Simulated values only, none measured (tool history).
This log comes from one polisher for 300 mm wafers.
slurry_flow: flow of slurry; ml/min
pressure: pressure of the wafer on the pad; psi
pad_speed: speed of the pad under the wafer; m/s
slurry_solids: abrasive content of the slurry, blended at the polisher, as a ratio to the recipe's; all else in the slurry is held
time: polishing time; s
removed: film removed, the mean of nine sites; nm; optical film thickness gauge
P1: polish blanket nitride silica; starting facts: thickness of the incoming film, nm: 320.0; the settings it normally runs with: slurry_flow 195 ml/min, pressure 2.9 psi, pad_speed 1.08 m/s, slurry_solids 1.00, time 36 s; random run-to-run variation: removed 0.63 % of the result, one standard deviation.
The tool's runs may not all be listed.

{"run": 1, "hour": 4.5, "slurry_flow": 195, "pressure": 2.9, "pad_speed": 1.08, "slurry_solids": 1.0, "time": 36, "removed": 20.535}
{"run": 2, "hour": 8.1, "slurry_flow": 195, "pressure": 2.9, "pad_speed": 1.08, "slurry_solids": 1.0, "time": 16, "removed": 9.0432}
{"run": 3, "hour": 11.7, "slurry_flow": 195, "pressure": 2.9, "pad_speed": 1.08, "slurry_solids": 1.0, "time": 36, "removed": 20.975}
{"run": 4, "hour": 17.1, "slurry_flow": 195, "pressure": 2.9, "pad_speed": 1.08, "slurry_solids": 1.5, "time": 36, "removed": 24.082}
{"hour": 20.0, "done": "slurry nozzle cleaned"}
{"run": 5, "hour": 22.8, "slurry_flow": 195, "pressure": 2.9, "pad_speed": 1.08, "slurry_solids": 1.0, "time": 51, "removed": 29.013}
{"run": 6, "hour": 28.0, "slurry_flow": 195, "pressure": 2.9, "pad_speed": 1.08, "slurry_solids": 1.0, "time": 36, "removed": 20.754}
{"run": 7, "hour": 34.1, "slurry_flow": 195, "pressure": 2.9, "pad_speed": 1.08, "slurry_solids": 1.0, "time": 36, "removed": 20.736}
{"run": 8, "hour": 37.0, "slurry_flow": 265, "pressure": 2.9, "pad_speed": 1.08, "slurry_solids": 1.3, "time": 36, "removed": 23.955}
{"run": 9, "hour": 40.5, "slurry_flow": 195, "pressure": 2.9, "pad_speed": 1.08, "slurry_solids": 1.0, "time": 36, "removed": 20.721}
{"run": 10, "hour": 44.8, "slurry_flow": 195, "pressure": 1.4, "pad_speed": 1.08, "slurry_solids": 1.0, "time": 36, "removed": 9.934}
{"run": 11, "hour": 48.5, "slurry_flow": 195, "pressure": 4.3, "pad_speed": 1.08, "slurry_solids": 1.0, "time": 36, "removed": 30.646}
{"run": 12, "hour": 53.9, "slurry_flow": 195, "pressure": 2.9, "pad_speed": 1.08, "slurry_solids": 0.65, "time": 36, "removed": 16.602}
{"run": 13, "hour": 57.3, "slurry_flow": 295, "pressure": 2.9, "pad_speed": 1.08, "slurry_solids": 1.0, "time": 36, "removed": 21.334}
{"run": 14, "hour": 60.6, "slurry_flow": 195, "pressure": 2.9, "pad_speed": 0.5, "slurry_solids": 1.0, "time": 36, "removed": 11.105}
{"run": 15, "hour": 65.4, "slurry_flow": 115, "pressure": 2.9, "pad_speed": 1.08, "slurry_solids": 1.0, "time": 36, "removed": 18.92}
{"run": 16, "hour": 70.7, "slurry_flow": 300, "pressure": 2.9, "pad_speed": 1.08, "slurry_solids": 1.0, "time": 49, "removed": 29.261}
{"run": 17, "hour": 76.2, "slurry_flow": 195, "pressure": 2.9, "pad_speed": 1.66, "slurry_solids": 1.0, "time": 36, "removed": 28.758}
{"run": 18, "hour": 80.1, "slurry_flow": 195, "pressure": 2.9, "pad_speed": 1.08, "slurry_solids": 1.0, "time": 36, "removed": 20.595}
{"run": 19, "hour": 85.0, "slurry_flow": 195, "pressure": 2.9, "pad_speed": 1.08, "slurry_solids": 1.0, "time": 36, "removed": 19.064}
{"run": 20, "hour": 90.4, "slurry_flow": 195, "pressure": 2.9, "pad_speed": 1.08, "slurry_solids": 1.0, "time": 36, "removed": 18.534}
{"run": 21, "hour": 93.3, "slurry_flow": 195, "pressure": 2.9, "pad_speed": 1.08, "slurry_solids": 1.0, "time": 36, "removed": 18.186}
{"hour": 93.6, "done": "conditioning disc replaced and pad reconditioned"}
{"hour": 95.1, "done": "head pressure recalibrated"}
{"hour": 95.3, "done": "slurry nozzle cleaned"}
{"run": 22, "hour": 96.3, "slurry_flow": 195, "pressure": 2.9, "pad_speed": 1.08, "slurry_solids": 1.0, "time": 36, "removed": 17.96}
{"run": 23, "hour": 102.2, "slurry_flow": 195, "pressure": 2.9, "pad_speed": 1.08, "slurry_solids": 1.0, "time": 36, "removed": 17.946}
{"run": 24, "hour": 106.9, "slurry_flow": 195, "pressure": 2.9, "pad_speed": 1.08, "slurry_solids": 1.0, "time": 36, "removed": 17.586}

What P1 gives has crept off from where it sat before. The 2 causes that follow fit the log equally well, each at the size noted:
A: removal rate lost through wear of the pad, % = 13.6
B: abrasive missing from the slurry, % = 25.7
Onset of the creep was near hour 80.1.
What rules out each remaining cause:
slurry flow missing at the pad, %: serviced at hour 95.3, which brought nothing back
head's pressure below its setpoint, %: serviced at hour 95.1, which brought nothing back
time polished since the conditioner stopped cutting, s: serviced at hour 93.6, which brought nothing back

Which of the 4 check runs listed below, each an average over 3 wafers with its results shown as question marks, gives clearly different results under the different listed causes?
{"run": "check 1", "hour": 111.6, "slurry_flow": 195, "pressure": 1.4, "pad_speed": 1.08, "slurry_solids": 1.0, "time": 43, "removed": "?"}
{"run": "check 2", "hour": 111.6, "slurry_flow": 195, "pressure": 2.9, "pad_speed": 0.76, "slurry_solids": 1.0, "time": 26, "removed": "?"}
{"run": "check 3", "hour": 111.6, "slurry_flow": 195, "pressure": 2.9, "pad_speed": 1.42, "slurry_solids": 1.0, "time": 36, "removed": "?"}
{"run": "check 4", "hour": 111.6, "slurry_flow": 195, "pressure": 2.0, "pad_speed": 1.08, "slurry_solids": 1.45, "time": 36, "removed": "?"}

What every check run would give for each of its results, assuming each possible cause in turn:
check=check_1 result=removed if_A=10.2560 if_B=10.2570
check=check_2 result=removed if_A=9.6973 if_B=9.6988
check=check_3 result=removed if_A=22.1390 if_B=22.1430
check=check_4 result=removed if_A=14.2800 if_B=14.6760
Per-check spread between the two closest causes, in the result where they differ most: check 1 0.02 %; check 2 0.02 %; check 3 0.02 %; check 4 2.73 %
Check 4 tells the causes apart: in the others they would give nearly the same result.

Then check 4 was run and gave: removed 14.2730 nm. Which cause is it?

The cause is A: removal rate lost through wear of the pad, %.
